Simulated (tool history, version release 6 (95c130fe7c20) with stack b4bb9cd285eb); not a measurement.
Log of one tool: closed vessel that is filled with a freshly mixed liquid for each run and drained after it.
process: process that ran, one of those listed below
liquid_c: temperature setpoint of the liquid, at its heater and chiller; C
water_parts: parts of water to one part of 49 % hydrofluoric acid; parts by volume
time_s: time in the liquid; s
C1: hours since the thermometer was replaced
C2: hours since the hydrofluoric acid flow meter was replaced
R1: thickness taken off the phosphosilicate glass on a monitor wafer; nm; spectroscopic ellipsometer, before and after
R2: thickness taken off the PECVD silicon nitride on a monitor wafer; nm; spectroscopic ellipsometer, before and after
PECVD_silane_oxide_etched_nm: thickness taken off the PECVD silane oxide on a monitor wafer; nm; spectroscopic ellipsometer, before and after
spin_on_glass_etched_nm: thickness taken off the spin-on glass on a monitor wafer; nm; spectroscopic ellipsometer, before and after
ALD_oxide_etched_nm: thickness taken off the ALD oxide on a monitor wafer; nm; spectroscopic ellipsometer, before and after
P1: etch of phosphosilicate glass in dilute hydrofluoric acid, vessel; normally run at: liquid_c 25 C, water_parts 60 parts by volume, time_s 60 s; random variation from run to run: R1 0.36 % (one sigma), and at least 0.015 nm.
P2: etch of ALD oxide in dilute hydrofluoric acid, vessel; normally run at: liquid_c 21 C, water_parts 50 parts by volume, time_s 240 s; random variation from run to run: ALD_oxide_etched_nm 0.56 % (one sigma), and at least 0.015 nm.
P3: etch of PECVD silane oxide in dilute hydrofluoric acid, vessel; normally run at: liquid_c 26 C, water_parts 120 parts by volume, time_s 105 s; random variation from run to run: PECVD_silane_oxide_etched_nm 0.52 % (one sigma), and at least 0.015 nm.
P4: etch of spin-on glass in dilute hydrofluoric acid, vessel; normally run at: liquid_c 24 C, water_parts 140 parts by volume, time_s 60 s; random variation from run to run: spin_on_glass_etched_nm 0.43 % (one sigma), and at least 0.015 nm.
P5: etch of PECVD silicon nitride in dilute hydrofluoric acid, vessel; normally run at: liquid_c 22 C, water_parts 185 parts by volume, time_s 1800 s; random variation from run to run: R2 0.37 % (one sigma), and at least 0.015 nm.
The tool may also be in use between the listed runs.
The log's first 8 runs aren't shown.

run 9 hour=55.7 | process=P4 liquid_c=24 water_parts=140 time_s=60 | C1=778.5 C2=1086.2 | spin_on_glass_etched_nm=18.098
run 10 hour=60.7 | process=P1 liquid_c=25 water_parts=60 time_s=60 | C1=783.5 C2=1091.2 | R1=112
run 11 hour=68 | process=P2 liquid_c=26.5 water_parts=50 time_s=240 | C1=790.8 C2=1098.5 | ALD_oxide_etched_nm=56.807
run 12 hour=72.6 | process=P1 liquid_c=25 water_parts=60 time_s=60 | C1=795.4 C2=1103.1 | R1=111.46
run 13 hour=76.4 | process=P5 liquid_c=22 water_parts=185 time_s=1800 | C1=799.2 C2=1106.9 | R2=19.902
run 14 hour=80.9 | process=P1 liquid_c=25 water_parts=80 time_s=95 | C1=803.7 C2=1111.4 | R1=129.4
run 15 hour=86.4 | process=P3 liquid_c=26 water_parts=120 time_s=30 | C1=809.2 C2=1116.9 | PECVD_silane_oxide_etched_nm=6.5791
run 16 hour=92.2 | process=P1 liquid_c=25 water_parts=60 time_s=60 | C1=815 C2=1122.7 | R1=111.62
run 17 hour=98.4 | process=P1 liquid_c=31.5 water_parts=60 time_s=95 | C1=821.2 C2=1128.9 | R1=228.16
run 18 hour=102.4 | process=P5 liquid_c=28 water_parts=185 time_s=1800 | C1=825.2 C2=1132.9 | R2=29.015
run 19 hour=109.1 | process=P1 liquid_c=25 water_parts=110 time_s=60 | C1=831.9 C2=1139.6 | R1=56.686
run 20 hour=116.5 | process=P2 liquid_c=21 water_parts=50 time_s=415 | C1=839.3 C2=1147 | ALD_oxide_etched_nm=78.989
run 21 hour=122.5 | process=P4 liquid_c=24 water_parts=140 time_s=100 | C1=845.3 C2=1153 | spin_on_glass_etched_nm=30.14
run 22 hour=129.6 | process=P1 liquid_c=25 water_parts=20 time_s=60 | C1=852.4 C2=1160.1 | R1=354.38
run 23 hour=135 | process=P3 liquid_c=26 water_parts=120 time_s=105 | C1=857.8 C2=1165.5 | PECVD_silane_oxide_etched_nm=23.041

Run 24 comes next. What will it give?
run 24 hour=142.5 | process=P1 liquid_c=19 water_parts=60 time_s=60 | C1=865.3 C2=1173 | R1=?

Run 24 gave R1 86.749 nm.
